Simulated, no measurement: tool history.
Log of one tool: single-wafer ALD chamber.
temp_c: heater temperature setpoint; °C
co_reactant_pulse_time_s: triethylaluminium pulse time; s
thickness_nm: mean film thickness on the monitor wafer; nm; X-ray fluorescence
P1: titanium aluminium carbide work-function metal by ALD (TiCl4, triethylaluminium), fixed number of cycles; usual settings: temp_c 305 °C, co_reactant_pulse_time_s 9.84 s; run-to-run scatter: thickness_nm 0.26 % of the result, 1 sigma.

{"run": 1, "day": 0.138, "temp_c": 305, "co_reactant_pulse_time_s": 9.84, "thickness_nm": 1.9995}
{"run": 2, "day": 0.288, "temp_c": 305, "co_reactant_pulse_time_s": 9.84, "thickness_nm": 2.005}
{"run": 3, "day": 0.467, "temp_c": 305, "co_reactant_pulse_time_s": 9.84, "thickness_nm": 1.9969}
{"run": 4, "day": 0.688, "temp_c": 322, "co_reactant_pulse_time_s": 5.52, "thickness_nm": 1.8864}
{"run": 5, "day": 0.821, "temp_c": 305, "co_reactant_pulse_time_s": 3.59, "thickness_nm": 1.4636}
{"run": 6, "day": 0.925, "temp_c": 305, "co_reactant_pulse_time_s": 9.84, "thickness_nm": 1.9967}
{"run": 7, "day": 1.112, "temp_c": 327, "co_reactant_pulse_time_s": 9.84, "thickness_nm": 2.1879}
{"run": 8, "day": 1.271, "temp_c": 305, "co_reactant_pulse_time_s": 9.84, "thickness_nm": 1.992}
{"run": 9, "day": 1.458, "temp_c": 305, "co_reactant_pulse_time_s": 9.84, "thickness_nm": 1.9988}
{"run": 10, "day": 1.654, "temp_c": 305, "co_reactant_pulse_time_s": 16.44, "thickness_nm": 2.0563}
{"run": 11, "day": 1.833, "temp_c": 283, "co_reactant_pulse_time_s": 9.84, "thickness_nm": 1.818}
{"run": 12, "day": 1.967, "temp_c": 305, "co_reactant_pulse_time_s": 9.84, "thickness_nm": 2.0007}
{"run": 13, "day": 2.138, "temp_c": 305, "co_reactant_pulse_time_s": 9.84, "thickness_nm": 1.987}

Forecast run 14:
{"run": 14, "day": 2.35, "temp_c": 305, "co_reactant_pulse_time_s": 9.84, "thickness_nm": "?"}

thickness_nm: 1.97 nm

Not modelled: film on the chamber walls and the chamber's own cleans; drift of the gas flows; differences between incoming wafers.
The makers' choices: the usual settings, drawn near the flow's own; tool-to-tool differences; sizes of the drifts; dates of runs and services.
